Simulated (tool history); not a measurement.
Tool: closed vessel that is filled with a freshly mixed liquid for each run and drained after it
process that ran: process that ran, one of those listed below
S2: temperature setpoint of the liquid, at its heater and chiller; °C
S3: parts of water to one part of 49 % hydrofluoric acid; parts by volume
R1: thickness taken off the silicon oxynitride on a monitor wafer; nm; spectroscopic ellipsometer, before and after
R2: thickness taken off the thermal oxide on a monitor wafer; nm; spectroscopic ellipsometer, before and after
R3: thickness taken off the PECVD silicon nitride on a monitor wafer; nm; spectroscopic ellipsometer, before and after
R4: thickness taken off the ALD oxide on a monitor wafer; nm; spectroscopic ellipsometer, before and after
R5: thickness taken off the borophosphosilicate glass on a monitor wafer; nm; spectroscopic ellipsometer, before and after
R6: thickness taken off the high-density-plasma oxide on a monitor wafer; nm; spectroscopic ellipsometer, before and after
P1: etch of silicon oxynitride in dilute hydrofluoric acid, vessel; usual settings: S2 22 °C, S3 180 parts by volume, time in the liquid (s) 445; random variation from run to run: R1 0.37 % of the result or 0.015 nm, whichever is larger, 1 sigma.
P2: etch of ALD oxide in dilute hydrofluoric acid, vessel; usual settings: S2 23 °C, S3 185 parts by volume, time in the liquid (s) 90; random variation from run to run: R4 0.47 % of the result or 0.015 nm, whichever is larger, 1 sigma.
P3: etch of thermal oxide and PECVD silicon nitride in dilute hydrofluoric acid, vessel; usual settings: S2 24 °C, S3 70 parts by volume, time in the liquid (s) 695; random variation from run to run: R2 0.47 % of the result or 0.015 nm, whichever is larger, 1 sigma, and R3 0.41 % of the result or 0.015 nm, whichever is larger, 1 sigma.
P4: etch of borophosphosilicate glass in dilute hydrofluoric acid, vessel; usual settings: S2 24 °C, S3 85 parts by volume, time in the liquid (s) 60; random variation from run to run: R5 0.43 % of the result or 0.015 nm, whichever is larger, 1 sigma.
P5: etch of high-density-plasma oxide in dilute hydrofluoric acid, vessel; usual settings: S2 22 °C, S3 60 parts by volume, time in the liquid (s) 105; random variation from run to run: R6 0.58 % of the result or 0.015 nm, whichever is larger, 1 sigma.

Run 1, day 0.346: process that ran P1, S2 22 °C, S3 180 parts by volume, time in the liquid (s) 445. Result: R1 5.6449 nm.
Run 2, day 0.696: process that ran P1, S2 22 °C, S3 275 parts by volume, time in the liquid (s) 445. Result: R1 3.4771 nm.
Run 3, day 1.075: process that ran P1, S2 22 °C, S3 180 parts by volume, time in the liquid (s) 445. Result: R1 5.6786 nm.
Run 4, day 1.329: process that ran P3, S2 24 °C, S3 70 parts by volume, time in the liquid (s) 695. Result: R2 51.163 nm, R3 26.771 nm.
Run 5, day 1.562: process that ran P1, S2 22 °C, S3 180 parts by volume, time in the liquid (s) 445. Result: R1 5.6917 nm.
Run 6, day 1.996: process that ran P3, S2 24 °C, S3 105 parts by volume, time in the liquid (s) 695. Result: R2 32.249 nm, R3 17.873 nm.
Run 7, day 2.429: process that ran P2, S2 23 °C, S3 185 parts by volume, time in the liquid (s) 40. Result: R4 5.251 nm.
Run 8, day 2.692: process that ran P4, S2 24 °C, S3 85 parts by volume, time in the liquid (s) 60. Result: R5 35.25 nm.
Run 9, day 2.988: process that ran P3, S2 17 °C, S3 70 parts by volume, time in the liquid (s) 695. Result: R2 38.045 nm, R3 16.543 nm.
Run 10, day 3.212: process that ran P5, S2 22 °C, S3 60 parts by volume, time in the liquid (s) 195. Result: R6 15.97 nm.
Run 11, day 3.438: process that ran P1, S2 22 °C, S3 105 parts by volume, time in the liquid (s) 445. Result: R1 10.304 nm.
Run 12, day 3.792: process that ran P1, S2 17 °C, S3 180 parts by volume, time in the liquid (s) 445. Result: R1 4.4974 nm.
Run 13, day 4.229: process that ran P1, S2 22 °C, S3 180 parts by volume, time in the liquid (s) 445. Result: R1 5.6997 nm.
Run 14, day 4.658: process that ran P1, S2 22 °C, S3 180 parts by volume, time in the liquid (s) 445. Result: R1 5.6998 nm.
Run 15, day 4.946: process that ran P5, S2 22 °C, S3 95 parts by volume, time in the liquid (s) 105. Result: R6 5.169 nm.
Run 16, day 5.279: process that ran P2, S2 23 °C, S3 185 parts by volume, time in the liquid (s) 90. Result: R4 11.897 nm.
Run 17, day 5.496: process that ran P5, S2 22 °C, S3 60 parts by volume, time in the liquid (s) 105. Result: R6 8.6406 nm.
Run 18, day 5.908: process that ran P3, S2 24 °C, S3 70 parts by volume, time in the liquid (s) 1275. Result: R2 93.562 nm, R3 49.253 nm.
Run 19, day 6.271: process that ran P5, S2 17 °C, S3 60 parts by volume, time in the liquid (s) 105. Result: R6 6.9599 nm.
Run 20, day 6.704: process that ran P2, S2 29.5 °C, S3 185 parts by volume, time in the liquid (s) 90. Result: R4 15.111 nm.
Run 21, day 6.942: process that ran P1, S2 26.5 °C, S3 180 parts by volume, time in the liquid (s) 445. Result: R1 6.917 nm.
Run 22, day 7.262: process that ran P4, S2 24 °C, S3 20 parts by volume, time in the liquid (s) 60. Result: R5 165.47 nm.
Run 23, day 7.654: process that ran P5, S2 22 °C, S3 60 parts by volume, time in the liquid (s) 105. Result: R6 8.5539 nm.
Run 24, day 7.908: process that ran P4, S2 17 °C, S3 85 parts by volume, time in the liquid (s) 60. Result: R5 26.637 nm.
Run 25, day 8.333: process that ran P4, S2 24 °C, S3 85 parts by volume, time in the liquid (s) 30. Result: R5 17.706 nm.
Run 26, day 8.654: process that ran P1, S2 22 °C, S3 180 parts by volume, time in the liquid (s) 445. Result: R1 5.6844 nm.
Run 27, day 9.033: process that ran P2, S2 23 °C, S3 40 parts by volume, time in the liquid (s) 90. Result: R4 65.724 nm.
At day 9.192: thermometer replaced.
Run 28, day 9.5: process that ran P1, S2 22 °C, S3 180 parts by volume, time in the liquid (s) 40. Result: R1 0.50147 nm.
Run 29, day 9.758: process that ran P1, S2 22 °C, S3 275 parts by volume, time in the liquid (s) 270. Result: R1 2.1365 nm.
Run 30, day 10.042: process that ran P1, S2 22 °C, S3 180 parts by volume, time in the liquid (s) 645. Result: R1 8.2741 nm.
Run 31, day 10.396: process that ran P1, S2 22 °C, S3 180 parts by volume, time in the liquid (s) 445. Result: R1 5.7019 nm.
Run 32, day 10.733: process that ran P1, S2 22 °C, S3 180 parts by volume, time in the liquid (s) 445. Result: R1 5.4713 nm.
Run 33, day 10.946: process that ran P1, S2 22 °C, S3 180 parts by volume, time in the liquid (s) 445. Result: R1 5.4519 nm.
Run 34, day 11.3: process that ran P1, S2 22 °C, S3 180 parts by volume, time in the liquid (s) 445. Result: R1 5.3053 nm.
Run 35, day 11.608: process that ran P1, S2 22 °C, S3 180 parts by volume, time in the liquid (s) 445. Result: R1 5.2439 nm.
Run 36, day 11.929: process that ran P1, S2 22 °C, S3 180 parts by volume, time in the liquid (s) 445. Result: R1 5.1339 nm.
Run 37, day 12.362: process that ran P1, S2 22 °C, S3 180 parts by volume, time in the liquid (s) 445. Result: R1 5.1959 nm.
Run 38, day 12.717: process that ran P1, S2 22 °C, S3 180 parts by volume, time in the liquid (s) 445. Result: R1 5.1255 nm.
Run 39, day 13.021: process that ran P1, S2 22 °C, S3 180 parts by volume, time in the liquid (s) 445. Result: R1 5.1234 nm.
Run 40, day 13.412: process that ran P1, S2 22 °C, S3 180 parts by volume, time in the liquid (s) 445. Result: R1 5.148 nm.
Run 41, day 13.654: process that ran P1, S2 22 °C, S3 180 parts by volume, time in the liquid (s) 445. Result: R1 5.0875 nm.
Run 42, day 14.104: process that ran P1, S2 22 °C, S3 180 parts by volume, time in the liquid (s) 445. Result: R1 5.102 nm.

What P1 gives has crept away from where it was. These 2 causes fit the log equally well, each at the size given:
A: hydrofluoric acid flow below the setpoint (%) = 9.02
B: liquid colder than its thermometer reads (K) = 2.31
The creep began at about day 10.396.

4 check runs are offered, one wafer each, their results left as question marks. Which one tells the causes apart?
Run check 1, day 14.554: process that ran P3, S2 17 °C, S3 70 parts by volume, time in the liquid (s) 1060. Result: R2 ?, R3 ?.
Run check 2, day 14.554: process that ran P5, S2 17.5 °C, S3 60 parts by volume, time in the liquid (s) 185. Result: R6 ?.
Run check 3, day 14.554: process that ran P4, S2 20 °C, S3 85 parts by volume, time in the liquid (s) 60. Result: R5 ?.
Run check 4, day 14.554: process that ran P2, S2 26 °C, S3 70 parts by volume, time in the liquid (s) 90. Result: R4 ?.

What each check would give under each cause:
  check  result    if A    if B
check 1      R2  52.392   52.49
check 1      R3  23.023  21.409
check 2      R6  11.307  11.317
check 3      R5  27.127  27.327
check 4      R4  36.563  36.965
How far apart the two closest causes lie, in the result that separates them most: check 1 7.27 %; check 2 0.08 %; check 3 0.74 %; check 4 1.09 %
Check 1 tells the causes apart: in the others they would give nearly the same result.

Check 1 was then run and gave: R2 52.649 nm; R3 21.29 nm. Which cause is it?

It is B: liquid colder than its thermometer reads (K).
